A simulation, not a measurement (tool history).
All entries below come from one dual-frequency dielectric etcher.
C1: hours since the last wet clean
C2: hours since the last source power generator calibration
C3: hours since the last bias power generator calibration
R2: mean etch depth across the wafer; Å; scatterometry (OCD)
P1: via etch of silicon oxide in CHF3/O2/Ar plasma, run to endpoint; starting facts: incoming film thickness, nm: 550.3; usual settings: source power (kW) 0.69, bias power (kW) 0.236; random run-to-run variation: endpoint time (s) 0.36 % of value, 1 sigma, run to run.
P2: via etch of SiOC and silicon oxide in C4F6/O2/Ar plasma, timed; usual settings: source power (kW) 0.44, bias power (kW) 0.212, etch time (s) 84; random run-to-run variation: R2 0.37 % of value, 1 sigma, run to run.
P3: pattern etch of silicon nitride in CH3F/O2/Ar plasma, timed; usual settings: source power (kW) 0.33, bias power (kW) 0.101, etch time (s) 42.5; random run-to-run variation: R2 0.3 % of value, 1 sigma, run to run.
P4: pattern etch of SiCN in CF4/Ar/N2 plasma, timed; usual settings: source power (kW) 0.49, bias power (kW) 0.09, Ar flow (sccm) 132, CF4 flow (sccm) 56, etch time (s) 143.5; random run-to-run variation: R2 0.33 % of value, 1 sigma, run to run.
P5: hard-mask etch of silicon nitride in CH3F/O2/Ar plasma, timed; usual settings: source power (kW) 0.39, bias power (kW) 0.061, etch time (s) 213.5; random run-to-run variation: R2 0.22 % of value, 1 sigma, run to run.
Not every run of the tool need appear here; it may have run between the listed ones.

run 1 day=0.454 | process_that_ran=P1 source_power_(kW)=0.69 bias_power_(kW)=0.236 | C1=345.9 C2=2658.4 C3=757 | endpoint_time_(s)=243.24
run 2 day=0.792 | process_that_ran=P2 source_power_(kW)=0.44 bias_power_(kW)=0.212 etch_time_(s)=122.5 | C1=354 C2=2666.5 C3=765.1 | R2=1458.7
run 3 day=1.258 | process_that_ran=P3 source_power_(kW)=0.33 bias_power_(kW)=0.101 etch_time_(s)=42.5 | C1=365.2 C2=2677.7 C3=776.3 | R2=311.12
run 4 day=1.954 | process_that_ran=P4 source_power_(kW)=0.49 bias_power_(kW)=0.09 etch_time_(s)=143.5 Ar_flow_(sccm)=132 CF4_flow_(sccm)=56 | C1=381.9 C2=2694.4 C3=793 | R2=1363.3
run 5 day=2.683 | process_that_ran=P2 source_power_(kW)=0.3 bias_power_(kW)=0.212 etch_time_(s)=84 | C1=399.4 C2=2711.9 C3=810.5 | R2=863.81
run 6 day=3.212 | process_that_ran=P5 source_power_(kW)=0.5 bias_power_(kW)=0.061 etch_time_(s)=213.5 | C1=412.1 C2=2724.6 C3=823.2 | R2=1466.3
run 7 day=3.683 | process_that_ran=P1 source_power_(kW)=0.69 bias_power_(kW)=0.296 | C1=423.4 C2=2735.9 C3=834.5 | endpoint_time_(s)=225.58
run 8 day=4.296 | process_that_ran=P4 source_power_(kW)=0.49 bias_power_(kW)=0.09 etch_time_(s)=143.5 Ar_flow_(sccm)=132 CF4_flow_(sccm)=56 | C1=438.1 C2=2750.6 C3=849.2 | R2=1360.5
run 9 day=4.708 | process_that_ran=P2 source_power_(kW)=0.44 bias_power_(kW)=0.28 etch_time_(s)=84 | C1=448 C2=2760.5 C3=859.1 | R2=1103.9
run 10 day=5.125 | process_that_ran=P1 source_power_(kW)=0.87 bias_power_(kW)=0.15 | C1=458 C2=2770.5 C3=869.1 | endpoint_time_(s)=258.46
run 11 day=5.588 | process_that_ran=P5 source_power_(kW)=0.39 bias_power_(kW)=0.078 etch_time_(s)=213.5 | C1=469.1 C2=2781.6 C3=880.2 | R2=1456.8
run 12 day=5.942 | process_that_ran=P1 source_power_(kW)=0.69 bias_power_(kW)=0.236 | C1=477.6 C2=2790.1 C3=888.7 | endpoint_time_(s)=244.45
run 13 day=6.579 | process_that_ran=P1 source_power_(kW)=0.69 bias_power_(kW)=0.236 | C1=492.9 C2=2805.4 C3=904 | endpoint_time_(s)=242.8
run 14 day=7.271 | process_that_ran=P4 source_power_(kW)=0.33 bias_power_(kW)=0.09 etch_time_(s)=143.5 Ar_flow_(sccm)=132 CF4_flow_(sccm)=56 | C1=509.5 C2=2822 C3=920.6 | R2=970.55
run 15 day=7.808 | process_that_ran=P1 source_power_(kW)=0.57 bias_power_(kW)=0.153 | C1=522.4 C2=2834.9 C3=933.5 | endpoint_time_(s)=302.39
run 16 day=8.525 | process_that_ran=P1 source_power_(kW)=0.69 bias_power_(kW)=0.236 | C1=539.6 C2=2852.1 C3=950.7 | endpoint_time_(s)=242.16
run 17 day=9.179 | process_that_ran=P4 source_power_(kW)=0.49 bias_power_(kW)=0.09 etch_time_(s)=79 Ar_flow_(sccm)=132 CF4_flow_(sccm)=56 | C1=555.3 C2=2867.8 C3=966.4 | R2=747.54
run 18 day=9.671 | process_that_ran=P1 source_power_(kW)=0.5 bias_power_(kW)=0.312 | C1=567.1 C2=2879.6 C3=978.2 | endpoint_time_(s)=247.18
run 19 day=10.296 | process_that_ran=P5 source_power_(kW)=0.39 bias_power_(kW)=0.061 etch_time_(s)=213.5 | C1=582.1 C2=2894.6 C3=993.2 | R2=1334.8
run 20 day=10.896 | process_that_ran=P4 source_power_(kW)=0.49 bias_power_(kW)=0.09 etch_time_(s)=143.5 Ar_flow_(sccm)=132 CF4_flow_(sccm)=40 | C1=596.5 C2=2909 C3=1007.6 | R2=1301.3
run 21 day=11.588 | process_that_ran=P2 source_power_(kW)=0.44 bias_power_(kW)=0.212 etch_time_(s)=84 | C1=613.1 C2=2925.6 C3=1024.2 | R2=1012
run 22 day=12.317 | process_that_ran=P1 source_power_(kW)=0.69 bias_power_(kW)=0.236 | C1=630.6 C2=2943.1 C3=1041.7 | endpoint_time_(s)=243.27
run 23 day=12.838 | process_that_ran=P5 source_power_(kW)=0.39 bias_power_(kW)=0.061 etch_time_(s)=117.5 | C1=643.1 C2=2955.6 C3=1054.2 | R2=733.58
run 24 day=13.567 | process_that_ran=P3 source_power_(kW)=0.33 bias_power_(kW)=0.101 etch_time_(s)=30.5 | C1=660.6 C2=2973.1 C3=1071.7 | R2=223.21
run 25 day=14.154 | process_that_ran=P3 source_power_(kW)=0.27 bias_power_(kW)=0.101 etch_time_(s)=42.5 | C1=674.7 C2=2987.2 C3=1085.8 | R2=290.15
run 26 day=14.712 | process_that_ran=P4 source_power_(kW)=0.49 bias_power_(kW)=0.123 etch_time_(s)=143.5 Ar_flow_(sccm)=132 CF4_flow_(sccm)=56 | C1=688.1 C2=3000.6 C3=1099.2 | R2=1539.9
run 27 day=15.117 | process_that_ran=P1 source_power_(kW)=0.45 bias_power_(kW)=0.236 | C1=697.8 C2=3010.3 C3=1108.9 | endpoint_time_(s)=284.26
run 28 day=15.767 | process_that_ran=P3 source_power_(kW)=0.33 bias_power_(kW)=0.133 etch_time_(s)=42.5 | C1=713.4 C2=3025.9 C3=1124.5 | R2=345.97
run 29 day=16.267 | process_that_ran=P4 source_power_(kW)=0.49 bias_power_(kW)=0.09 etch_time_(s)=143.5 Ar_flow_(sccm)=166 CF4_flow_(sccm)=56 | C1=725.4 C2=3037.9 C3=1136.5 | R2=1318.5
run 30 day=16.992 | process_that_ran=P1 source_power_(kW)=0.84 bias_power_(kW)=0.236 | C1=742.8 C2=3055.3 C3=1153.9 | endpoint_time_(s)=226.6
run 31 day=17.317 | process_that_ran=P1 source_power_(kW)=0.69 bias_power_(kW)=0.142 | C1=750.6 C2=3063.1 C3=1161.7 | endpoint_time_(s)=287.88
run 32 day=17.638 | process_that_ran=P1 source_power_(kW)=0.69 bias_power_(kW)=0.236 | C1=758.3 C2=3070.8 C3=1169.4 | endpoint_time_(s)=243.51
run 33 day=17.979 | process_that_ran=P1 source_power_(kW)=0.69 bias_power_(kW)=0.236 | C1=766.5 C2=3079 C3=1177.6 | endpoint_time_(s)=244.84
run 34 day=18.629 | process_that_ran=P1 source_power_(kW)=0.69 bias_power_(kW)=0.236 | C1=782.1 C2=3094.6 C3=1193.2 | endpoint_time_(s)=247.63
run 35 day=19.192 | process_that_ran=P1 source_power_(kW)=0.69 bias_power_(kW)=0.236 | C1=795.6 C2=3108.1 C3=1206.7 | endpoint_time_(s)=246.88
run 36 day=19.512 | process_that_ran=P1 source_power_(kW)=0.69 bias_power_(kW)=0.236 | C1=803.3 C2=3115.8 C3=1214.4 | endpoint_time_(s)=245.95
-- day=19.929 wet clean of the chamber
run 37 day=20.038 | process_that_ran=P1 source_power_(kW)=0.69 bias_power_(kW)=0.236 | C1=2.6 C2=3128.4 C3=1227 | endpoint_time_(s)=248.41
run 38 day=20.704 | process_that_ran=P1 source_power_(kW)=0.69 bias_power_(kW)=0.236 | C1=18.6 C2=3144.4 C3=1243 | endpoint_time_(s)=246.39

Something has made what P1 gives creep away from where it was; the 2 causes below, each at its own stated size, fit the log equally well:
A: bias power that arrives under what is set, % = 4.99
B: source power that arrives under what is set, % = 4.63
The onset of the drift is placed at about day 17.638.
The rest of the possible causes, and what rules out each one:
chamber walls in a state that lowers the etch rate, %: serviced after onset, at day 19.929, with no recovery of the prior output

4 check runs are offered, each on 2 wafers whose results are averaged, their results left as question marks. Which one tells the causes apart?
run check 1 day=21.371 | process_that_ran=P5 source_power_(kW)=0.39 bias_power_(kW)=0.061 etch_time_(s)=119 | R2=?
run check 2 day=21.371 | process_that_ran=P3 source_power_(kW)=0.28 bias_power_(kW)=0.101 etch_time_(s)=42.5 | R2=?
run check 3 day=21.371 | process_that_ran=P2 source_power_(kW)=0.44 bias_power_(kW)=0.273 etch_time_(s)=111.5 | R2=?
run check 4 day=21.371 | process_that_ran=P4 source_power_(kW)=0.49 bias_power_(kW)=0.107 etch_time_(s)=143.5 Ar_flow_(sccm)=132 CF4_flow_(sccm)=56 | R2=?

If the cause were each of the candidates in turn, the checks would give the following:
check=check_1 result=R2 if_A=729.94 if_B=728.97
check=check_2 result=R2 if_A=287.87 if_B=288.35
check=check_3 result=R2 if_A=1426.2 if_B=1425.8
check=check_4 result=R2 if_A=1431.6 if_B=1402.5
How far apart the two closest causes lie, in the result that separates them most: check 1 0.13 %; check 2 0.17 %; check 3 0.03 %; check 4 2.05 %
Only in check 4 would the causes give clearly different results; in the remaining checks their results would be nearly the same.

Check 4 was carried out, with these results: R2 1408.9 Å. Which of the listed causes is responsible?

The cause is B: source power that arrives under what is set, %.
